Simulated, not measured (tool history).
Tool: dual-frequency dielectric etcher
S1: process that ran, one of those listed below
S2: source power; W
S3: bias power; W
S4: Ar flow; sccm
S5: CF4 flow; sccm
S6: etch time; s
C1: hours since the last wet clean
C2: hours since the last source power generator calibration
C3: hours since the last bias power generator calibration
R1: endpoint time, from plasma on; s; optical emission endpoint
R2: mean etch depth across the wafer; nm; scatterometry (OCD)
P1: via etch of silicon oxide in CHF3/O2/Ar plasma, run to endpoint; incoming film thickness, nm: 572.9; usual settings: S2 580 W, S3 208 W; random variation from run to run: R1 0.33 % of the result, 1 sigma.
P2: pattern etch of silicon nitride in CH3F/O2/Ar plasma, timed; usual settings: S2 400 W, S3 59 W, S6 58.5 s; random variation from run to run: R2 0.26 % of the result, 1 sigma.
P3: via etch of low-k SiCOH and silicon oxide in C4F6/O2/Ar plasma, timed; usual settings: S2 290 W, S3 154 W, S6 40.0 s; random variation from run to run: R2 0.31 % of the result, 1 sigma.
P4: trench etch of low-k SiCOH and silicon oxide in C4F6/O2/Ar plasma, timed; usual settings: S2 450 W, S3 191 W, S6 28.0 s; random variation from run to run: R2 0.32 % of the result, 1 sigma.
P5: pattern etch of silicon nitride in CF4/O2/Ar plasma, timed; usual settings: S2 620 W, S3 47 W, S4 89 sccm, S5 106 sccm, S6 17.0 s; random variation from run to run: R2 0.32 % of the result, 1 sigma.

Run 1, day 0.254: S1 P1, S2 580 W, S3 208 W; C1 390.8; C2 761.5; C3 1361.6. Result: R1 285.46 s.
Run 2, day 0.508: S1 P5, S2 480 W, S3 47 W, S4 89 sccm, S5 106 sccm, S6 17.0 s; C1 396.9; C2 767.6; C3 1367.7. Result: R2 31.163 nm.
Run 3, day 0.746: S1 P2, S2 400 W, S3 59 W, S6 58.5 s; C1 402.6; C2 773.3; C3 1373.4. Result: R2 38.029 nm.
Run 4, day 1.054: S1 P1, S2 580 W, S3 208 W; C1 410.0; C2 780.7; C3 1380.8. Result: R1 283.91 s.
Run 5, day 1.196: S1 P5, S2 620 W, S3 47 W, S4 89 sccm, S5 127 sccm, S6 17.0 s; C1 413.4; C2 784.1; C3 1384.2. Result: R2 39.866 nm.
Run 6, day 1.458: S1 P4, S2 450 W, S3 191 W, S6 34.5 s; C1 419.7; C2 790.4; C3 1390.5. Result: R2 116.470 nm.
Run 7, day 1.638: S1 P3, S2 370 W, S3 154 W, S6 40.0 s; C1 424.0; C2 794.7; C3 1394.8. Result: R2 95.371 nm.
Run 8, day 1.892: S1 P2, S2 400 W, S3 59 W, S6 58.5 s; C1 430.1; C2 800.8; C3 1400.9. Result: R2 37.966 nm.
Run 9, day 2.129: S1 P5, S2 620 W, S3 47 W, S4 60 sccm, S5 106 sccm, S6 17.0 s; C1 435.8; C2 806.5; C3 1406.6. Result: R2 40.295 nm.
Run 10, day 2.362: S1 P1, S2 580 W, S3 208 W; C1 441.4; C2 812.1; C3 1412.2. Result: R1 287.51 s.
At day 2.533: wet clean of the chamber.
Run 11, day 2.567: S1 P4, S2 450 W, S3 143 W, S6 28.0 s; C1 0.9; C2 817.0; C3 1417.1. Result: R2 85.668 nm.
Run 12, day 2.842: S1 P2, S2 510 W, S3 59 W, S6 58.5 s; C1 7.5; C2 823.6; C3 1423.7. Result: R2 41.740 nm.
Run 13, day 3.142: S1 P1, S2 580 W, S3 208 W; C1 14.7; C2 830.8; C3 1430.9. Result: R1 285.55 s.
Run 14, day 3.283: S1 P1, S2 580 W, S3 167 W; C1 18.1; C2 834.2; C3 1434.3. Result: R1 309.04 s.
Run 15, day 3.450: S1 P5, S2 620 W, S3 47 W, S4 89 sccm, S5 106 sccm, S6 17.0 s; C1 22.1; C2 838.2; C3 1438.3. Result: R2 39.053 nm.
Run 16, day 3.608: S1 P5, S2 620 W, S3 47 W, S4 89 sccm, S5 106 sccm, S6 23.0 s; C1 25.9; C2 842.0; C3 1442.1. Result: R2 52.264 nm.
Run 17, day 3.796: S1 P1, S2 450 W, S3 275 W; C1 30.4; C2 846.5; C3 1446.6. Result: R1 282.82 s.
Run 18, day 4.071: S1 P2, S2 400 W, S3 44 W, S6 58.5 s; C1 37.0; C2 853.1; C3 1453.2. Result: R2 34.509 nm.
Run 19, day 4.329: S1 P3, S2 290 W, S3 154 W, S6 40.0 s; C1 43.2; C2 859.3; C3 1459.4. Result: R2 87.245 nm.
Run 20, day 4.629: S1 P3, S2 290 W, S3 154 W, S6 26.0 s; C1 50.4; C2 866.5; C3 1466.6. Result: R2 56.658 nm.
Run 21, day 4.821: S1 P1, S2 440 W, S3 208 W; C1 55.0; C2 871.1; C3 1471.2. Result: R1 317.49 s.
Run 22, day 5.017: S1 P1, S2 580 W, S3 208 W; C1 59.7; C2 875.8; C3 1475.9. Result: R1 284.18 s.
Run 23, day 5.183: S1 P5, S2 620 W, S3 61 W, S4 89 sccm, S5 106 sccm, S6 17.0 s; C1 63.7; C2 879.8; C3 1479.9. Result: R2 42.995 nm.
Run 24, day 5.462: S1 P5, S2 620 W, S3 47 W, S4 89 sccm, S5 106 sccm, S6 17.0 s; C1 70.4; C2 886.5; C3 1486.6. Result: R2 38.700 nm.
Run 25, day 5.688: S1 P2, S2 400 W, S3 59 W, S6 37.0 s; C1 75.8; C2 891.9; C3 1492.0. Result: R2 23.825 nm.
Run 26, day 5.967: S1 P4, S2 450 W, S3 191 W, S6 28.0 s; C1 82.5; C2 898.6; C3 1498.7. Result: R2 94.526 nm.
Run 27, day 6.150: S1 P3, S2 290 W, S3 97 W, S6 40.0 s; C1 86.9; C2 903.0; C3 1503.1. Result: R2 75.806 nm.
Run 28, day 6.329: S1 P4, S2 270 W, S3 191 W, S6 28.0 s; C1 91.2; C2 907.3; C3 1507.4. Result: R2 77.255 nm.
Run 29, day 6.521: S1 P1, S2 780 W, S3 208 W; C1 95.8; C2 911.9; C3 1512.0. Result: R1 256.20 s.
Run 30, day 6.800: S1 P1, S2 580 W, S3 208 W; C1 102.5; C2 918.6; C3 1518.7. Result: R1 285.27 s.
Run 31, day 7.038: S1 P1, S2 580 W, S3 295 W; C1 108.2; C2 924.3; C3 1524.4. Result: R1 251.59 s.
Run 32, day 7.321: S1 P1, S2 580 W, S3 208 W; C1 115.0; C2 931.1; C3 1531.2. Result: R1 286.71 s.
Run 33, day 7.625: S1 P1, S2 580 W, S3 208 W; C1 122.3; C2 938.4; C3 1538.5. Result: R1 283.19 s.
Run 34, day 7.833: S1 P1, S2 580 W, S3 208 W; C1 127.3; C2 943.4; C3 1543.5. Result: R1 283.51 s.
Run 35, day 8.083: S1 P1, S2 580 W, S3 208 W; C1 133.3; C2 949.4; C3 1549.5. Result: R1 283.44 s.
Run 36, day 8.254: S1 P1, S2 580 W, S3 208 W; C1 137.4; C2 953.5; C3 1553.6. Result: R1 282.02 s.
Run 37, day 8.404: S1 P1, S2 580 W, S3 208 W; C1 141.0; C2 957.1; C3 1557.2. Result: R1 280.08 s.
At day 8.475: wet clean of the chamber.
Run 38, day 8.708: S1 P1, S2 580 W, S3 208 W; C1 5.6; C2 964.4; C3 1564.5. Result: R1 280.94 s.
Run 39, day 8.946: S1 P1, S2 580 W, S3 208 W; C1 11.3; C2 970.1; C3 1570.2. Result: R1 280.18 s.

The next listed run, before its measurement:
Run 40, day 9.188: S1 P1, S2 580 W, S3 208 W; C1 17.1; C2 975.9; C3 1576.0. Result: R1 ?.

{"run 40": {"R1": 280.16}}

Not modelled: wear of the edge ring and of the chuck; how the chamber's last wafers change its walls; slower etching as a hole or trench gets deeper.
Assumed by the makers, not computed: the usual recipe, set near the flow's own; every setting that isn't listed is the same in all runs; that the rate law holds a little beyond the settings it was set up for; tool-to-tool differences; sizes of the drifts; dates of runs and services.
